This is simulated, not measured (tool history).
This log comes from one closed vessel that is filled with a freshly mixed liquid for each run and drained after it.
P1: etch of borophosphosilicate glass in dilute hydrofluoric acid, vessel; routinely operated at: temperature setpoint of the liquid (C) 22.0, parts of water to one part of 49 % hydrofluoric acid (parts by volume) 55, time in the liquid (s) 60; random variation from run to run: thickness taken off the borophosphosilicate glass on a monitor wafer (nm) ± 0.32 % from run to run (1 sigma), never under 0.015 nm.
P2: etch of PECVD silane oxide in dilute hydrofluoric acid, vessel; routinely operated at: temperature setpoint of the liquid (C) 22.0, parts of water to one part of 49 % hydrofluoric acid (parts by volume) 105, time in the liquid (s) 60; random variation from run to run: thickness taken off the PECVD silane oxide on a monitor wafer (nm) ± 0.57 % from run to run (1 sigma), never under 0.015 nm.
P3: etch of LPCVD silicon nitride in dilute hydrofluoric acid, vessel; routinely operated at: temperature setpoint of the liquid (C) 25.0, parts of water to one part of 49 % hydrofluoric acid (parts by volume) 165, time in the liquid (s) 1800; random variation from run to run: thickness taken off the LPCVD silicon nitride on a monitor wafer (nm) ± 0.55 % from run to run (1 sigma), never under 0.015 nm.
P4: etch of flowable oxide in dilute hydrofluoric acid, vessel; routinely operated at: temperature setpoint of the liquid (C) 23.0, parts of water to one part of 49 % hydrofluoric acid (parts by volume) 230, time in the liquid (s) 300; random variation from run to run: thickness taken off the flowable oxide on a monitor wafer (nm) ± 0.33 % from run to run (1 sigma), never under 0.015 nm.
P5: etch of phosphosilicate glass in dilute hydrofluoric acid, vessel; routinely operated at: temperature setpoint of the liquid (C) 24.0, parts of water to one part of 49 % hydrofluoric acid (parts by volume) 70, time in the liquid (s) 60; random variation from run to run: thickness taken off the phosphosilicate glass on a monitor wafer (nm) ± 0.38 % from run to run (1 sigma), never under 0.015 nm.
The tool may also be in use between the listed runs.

run	hour	process that ran	temperature setpoint of the liquid (C)	parts of water to one part of 49 % hydrofluoric acid (parts by volume)	time in the liquid (s)	thickness taken off the borophosphosilicate glass on a monitor wafer (nm)	thickness taken off the phosphosilicate glass on a monitor wafer (nm)	thickness taken off the flowable oxide on a monitor wafer (nm)	thickness taken off the LPCVD silicon nitride on a monitor wafer (nm)	thickness taken off the PECVD silane oxide on a monitor wafer (nm)
1	3.8	P1	22.0	55	60	48.320				
2	10.2	P5	29.0	70	60		113.500			
3	14.8	P1	22.0	55	95	76.511				
4	18.7	P1	22.0	55	60	47.996				
5	26.2	P4	23.0	230	300			27.366		
6	30.5	P4	23.0	230	585			53.133		
7	36.1	P1	22.0	55	60	48.441				
8	44.0	P3	25.0	165	1800				5.6349	
9	49.0	P4	23.0	55	300			139.460		
10	54.2	P1	17.0	20	60	111.480				
11	61.0	P2	18.5	105	60					11.996
12	68.2	P2	22.0	105	60					13.677
# hour 74.0: hydrofluoric acid flow meter replaced
13	75.1	P5	24.0	20	60		350.470			
14	79.3	P5	24.0	70	60		93.249			
15	82.8	P1	17.0	55	60	39.063				
16	88.7	P3	25.0	50	1800				18.3000	
17	95.3	P1	17.0	20	60	111.810				
18	100.1	P5	24.0	70	60		93.397			
19	107.1	P5	24.0	70	110		171.400			
20	114.7	P4	23.0	230	300			27.436		
21	121.7	P1	22.0	20	60	139.070				
22	125.4	P1	22.0	95	30	13.363				
23	131.6	P1	22.0	90	60	28.402				
24	138.9	P3	25.0	165	2725				8.4519	
25	143.0	P1	22.0	55	60	48.452				
26	149.1	P4	17.0	230	300			21.805		
27	156.2	P2	22.0	105	105					23.996
28	163.0	P1	28.0	55	60	61.602				
29	167.0	P1	22.0	55	60	48.186				
30	172.3	P1	22.0	55	30	24.205				
31	179.7	P3	25.0	165	1800				5.6616	
32	185.7	P3	31.5	165	1800				8.2886	
33	189.7	P2	22.0	40	60					39.088
34	194.3	P1	22.0	55	60	48.248				
35	201.6	P1	22.0	55	60	46.478				
36	208.1	P1	22.0	55	60	45.638				
37	212.2	P1	22.0	55	60	45.827				
38	219.6	P1	22.0	55	60	45.326				
39	226.6	P1	22.0	55	60	45.152				
40	231.4	P1	22.0	55	60	45.322				

P1 has crept away from where it was. The log is fitted equally well by each of these 2 causes, at the sizes shown:
A: liquid colder than its thermometer reads (K) = 1.56
B: hydrofluoric acid flow below the setpoint (%) = 5.93
The drift started at roughly hour 194.3.

Which of the check runs below tells the causes apart, meaning the causes would give it clearly different results? Each run uses 2 wafers whose results are averaged, and each result is shown as a question mark.
check 1	236.2	P5	29.0	35	60		?			
check 2	236.2	P4	23.0	100	550			?		
check 3	236.2	P3	25.0	165	2410				?	
check 4	236.2	P2	22.0	65	85					?

What every check run would give for each of its results, assuming each possible cause in turn:
check	result	if A	if B
check 1	thickness taken off the phosphosilicate glass on a monitor wafer (nm)	225.320	224.950
check 2	thickness taken off the flowable oxide on a monitor wafer (nm)	124.880	124.160
check 3	thickness taken off the LPCVD silicon nitride on a monitor wafer (nm)	6.7841	7.0544
check 4	thickness taken off the PECVD silane oxide on a monitor wafer (nm)	31.023	30.982
Distance between the nearest two causes, measured in the result of the check that separates them most: check 1 0.16 %; check 2 0.58 %; check 3 3.91 %; check 4 0.13 %
Check 3 is the one run that separates the causes; every other check would come out nearly the same whichever cause is at work.

Here is what check 3 returned: thickness taken off the LPCVD silicon nitride on a monitor wafer (nm) 7.0631. Which cause is it?

It was cause B: hydrofluoric acid flow below the setpoint (%).
